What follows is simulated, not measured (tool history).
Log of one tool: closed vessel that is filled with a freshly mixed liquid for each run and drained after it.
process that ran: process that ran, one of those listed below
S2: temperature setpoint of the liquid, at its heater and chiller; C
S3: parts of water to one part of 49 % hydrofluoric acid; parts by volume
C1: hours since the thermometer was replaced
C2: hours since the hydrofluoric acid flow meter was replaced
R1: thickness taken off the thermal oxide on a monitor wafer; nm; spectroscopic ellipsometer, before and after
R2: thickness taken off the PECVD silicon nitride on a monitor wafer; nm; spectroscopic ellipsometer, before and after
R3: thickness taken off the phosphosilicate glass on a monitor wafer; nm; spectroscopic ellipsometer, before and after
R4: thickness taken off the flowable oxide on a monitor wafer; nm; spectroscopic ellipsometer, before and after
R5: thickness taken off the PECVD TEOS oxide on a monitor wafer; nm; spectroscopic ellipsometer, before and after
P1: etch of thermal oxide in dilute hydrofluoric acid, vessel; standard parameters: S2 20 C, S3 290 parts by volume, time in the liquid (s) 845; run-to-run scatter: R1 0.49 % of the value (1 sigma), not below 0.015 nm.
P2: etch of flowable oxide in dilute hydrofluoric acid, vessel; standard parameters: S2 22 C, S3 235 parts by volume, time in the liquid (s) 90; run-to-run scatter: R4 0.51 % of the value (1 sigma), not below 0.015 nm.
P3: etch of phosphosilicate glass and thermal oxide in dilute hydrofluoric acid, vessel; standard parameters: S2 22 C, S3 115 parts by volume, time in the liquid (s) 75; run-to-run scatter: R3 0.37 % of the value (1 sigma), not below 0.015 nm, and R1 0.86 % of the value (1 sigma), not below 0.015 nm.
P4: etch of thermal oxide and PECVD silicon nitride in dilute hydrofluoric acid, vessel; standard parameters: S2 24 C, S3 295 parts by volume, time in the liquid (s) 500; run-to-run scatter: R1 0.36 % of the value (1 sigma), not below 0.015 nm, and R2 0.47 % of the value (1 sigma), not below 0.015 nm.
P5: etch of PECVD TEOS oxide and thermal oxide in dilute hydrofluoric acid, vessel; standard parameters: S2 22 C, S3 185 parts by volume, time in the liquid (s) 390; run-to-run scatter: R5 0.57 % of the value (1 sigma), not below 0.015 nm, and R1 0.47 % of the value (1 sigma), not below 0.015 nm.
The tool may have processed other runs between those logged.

{"run": 1, "hour": 12.0, "process that ran": "P1", "S2": 20, "S3": 290, "time in the liquid (s)": 845, "C1": 477.8, "C2": 385.2, "R1": 10.553}
{"run": 2, "hour": 27.6, "process that ran": "P1", "S2": 20, "S3": 290, "time in the liquid (s)": 845, "C1": 493.4, "C2": 400.8, "R1": 10.563}
{"run": 3, "hour": 36.8, "process that ran": "P4", "S2": 24, "S3": 295, "time in the liquid (s)": 970, "C1": 502.6, "C2": 410, "R1": 12.628, "R2": 11.061}
{"run": 4, "hour": 50.9, "process that ran": "P3", "S2": 22, "S3": 115, "time in the liquid (s)": 75, "C1": 516.7, "C2": 424.1, "R1": 2.8042, "R3": 47.608}
{"run": 5, "hour": 66.8, "process that ran": "P3", "S2": 22, "S3": 210, "time in the liquid (s)": 75, "C1": 532.6, "C2": 440, "R1": 1.3678, "R3": 23.589}
{"run": 6, "hour": 76.9, "process that ran": "P2", "S2": 27, "S3": 235, "time in the liquid (s)": 90, "C1": 542.7, "C2": 450.1, "R4": 12.597}
{"run": 7, "hour": 91.3, "process that ran": "P5", "S2": 22, "S3": 185, "time in the liquid (s)": 770, "C1": 557.1, "C2": 464.5, "R1": 16.113, "R5": 29.572}
{"run": 8, "hour": 105.1, "process that ran": "P1", "S2": 28, "S3": 290, "time in the liquid (s)": 845, "C1": 570.9, "C2": 478.3, "R1": 13.934}
{"run": 9, "hour": 120.6, "process that ran": "P1", "S2": 20, "S3": 290, "time in the liquid (s)": 1260, "C1": 586.4, "C2": 493.8, "R1": 15.574}
{"run": 10, "hour": 133.3, "process that ran": "P4", "S2": 24, "S3": 455, "time in the liquid (s)": 500, "C1": 599.1, "C2": 506.5, "R1": 3.6365, "R2": 3.788}
{"run": 11, "hour": 143.1, "process that ran": "P1", "S2": 20, "S3": 290, "time in the liquid (s)": 30, "C1": 608.9, "C2": 516.3, "R1": 0.39019}
{"run": 12, "hour": 157.7, "process that ran": "P2", "S2": 22, "S3": 235, "time in the liquid (s)": 160, "C1": 623.5, "C2": 530.9, "R4": 18.79}
{"run": 13, "hour": 165.5, "process that ran": "P5", "S2": 22, "S3": 185, "time in the liquid (s)": 390, "C1": 631.3, "C2": 538.7, "R1": 8.1249, "R5": 15.088}
{"run": 14, "hour": 182.3, "process that ran": "P1", "S2": 24, "S3": 290, "time in the liquid (s)": 300, "C1": 648.1, "C2": 555.5, "R1": 4.2748}
{"run": 15, "hour": 193.7, "process that ran": "P4", "S2": 19.5, "S3": 295, "time in the liquid (s)": 500, "C1": 659.5, "C2": 566.9, "R1": 5.5192, "R2": 4.3393}
{"run": 16, "hour": 204.1, "process that ran": "P2", "S2": 22, "S3": 235, "time in the liquid (s)": 90, "C1": 669.9, "C2": 577.3, "R4": 10.622}
{"run": 17, "hour": 213.3, "process that ran": "P1", "S2": 20, "S3": 290, "time in the liquid (s)": 845, "C1": 679.1, "C2": 586.5, "R1": 10.523}
{"run": 18, "hour": 227.6, "process that ran": "P1", "S2": 17, "S3": 290, "time in the liquid (s)": 845, "C1": 693.4, "C2": 600.8, "R1": 9.4568}
{"run": 19, "hour": 244.0, "process that ran": "P1", "S2": 25, "S3": 490, "time in the liquid (s)": 845, "C1": 709.8, "C2": 617.2, "R1": 6.1751}
{"run": 20, "hour": 258.9, "process that ran": "P2", "S2": 22, "S3": 340, "time in the liquid (s)": 90, "C1": 724.7, "C2": 632.1, "R4": 6.6039}
{"run": 21, "hour": 274.6, "process that ran": "P1", "S2": 20, "S3": 290, "time in the liquid (s)": 845, "C1": 740.4, "C2": 647.8, "R1": 10.495}
{"run": 22, "hour": 288.8, "process that ran": "P1", "S2": 20, "S3": 290, "time in the liquid (s)": 845, "C1": 754.6, "C2": 662, "R1": 10.529}
{"run": 23, "hour": 297.5, "process that ran": "P1", "S2": 20, "S3": 490, "time in the liquid (s)": 845, "C1": 763.3, "C2": 670.7, "R1": 5.2669}
{"run": 24, "hour": 305.8, "process that ran": "P4", "S2": 24, "S3": 295, "time in the liquid (s)": 500, "C1": 771.6, "C2": 679, "R1": 6.4802, "R2": 5.747}
{"run": 25, "hour": 321.1, "process that ran": "P5", "S2": 29, "S3": 185, "time in the liquid (s)": 390, "C1": 786.9, "C2": 694.3, "R1": 10.416, "R5": 19.366}
{"run": 26, "hour": 333.8, "process that ran": "P1", "S2": 20, "S3": 495, "time in the liquid (s)": 160, "C1": 799.6, "C2": 707, "R1": 0.99312}
{"run": 27, "hour": 349.7, "process that ran": "P2", "S2": 22, "S3": 235, "time in the liquid (s)": 90, "C1": 815.5, "C2": 722.9, "R4": 10.487}
{"run": 28, "hour": 366.5, "process that ran": "P3", "S2": 22, "S3": 115, "time in the liquid (s)": 75, "C1": 832.3, "C2": 739.7, "R1": 2.7413, "R3": 47.739}
{"run": 29, "hour": 380.3, "process that ran": "P3", "S2": 22, "S3": 115, "time in the liquid (s)": 30, "C1": 846.1, "C2": 753.5, "R1": 1.1207, "R3": 19.006}
{"run": 30, "hour": 396.1, "process that ran": "P5", "S2": 22, "S3": 185, "time in the liquid (s)": 390, "C1": 861.9, "C2": 769.3, "R1": 8.1643, "R5": 14.954}
{"run": 31, "hour": 412.8, "process that ran": "P1", "S2": 20, "S3": 120, "time in the liquid (s)": 845, "C1": 878.6, "C2": 786, "R1": 30.153}
{"run": 32, "hour": 426.6, "process that ran": "P3", "S2": 17.5, "S3": 115, "time in the liquid (s)": 75, "C1": 892.4, "C2": 799.8, "R1": 2.3461, "R3": 39.743}
{"run": 33, "hour": 443.8, "process that ran": "P1", "S2": 20, "S3": 290, "time in the liquid (s)": 845, "C1": 909.6, "C2": 817, "R1": 10.521}
{"run": 34, "hour": 458.5, "process that ran": "P5", "S2": 22, "S3": 280, "time in the liquid (s)": 390, "C1": 924.3, "C2": 831.7, "R1": 4.8925, "R5": 9.0841}
{"run": 35, "hour": 470.7, "process that ran": "P1", "S2": 20, "S3": 290, "time in the liquid (s)": 845, "C1": 936.5, "C2": 843.9, "R1": 10.524}
{"run": 36, "hour": 478.3, "process that ran": "P1", "S2": 20, "S3": 290, "time in the liquid (s)": 845, "C1": 944.1, "C2": 851.5, "R1": 10.329}
{"run": 37, "hour": 488.6, "process that ran": "P1", "S2": 20, "S3": 290, "time in the liquid (s)": 845, "C1": 954.4, "C2": 861.8, "R1": 10.177}

What does the tool deliver on the next run?
{"run": 38, "hour": 500.3, "process that ran": "P1", "S2": 20, "S3": 290, "time in the liquid (s)": 845, "C1": 966.1, "C2": 873.5, "R1": "?"}

{"run 38": {"R1": 9.8842}}

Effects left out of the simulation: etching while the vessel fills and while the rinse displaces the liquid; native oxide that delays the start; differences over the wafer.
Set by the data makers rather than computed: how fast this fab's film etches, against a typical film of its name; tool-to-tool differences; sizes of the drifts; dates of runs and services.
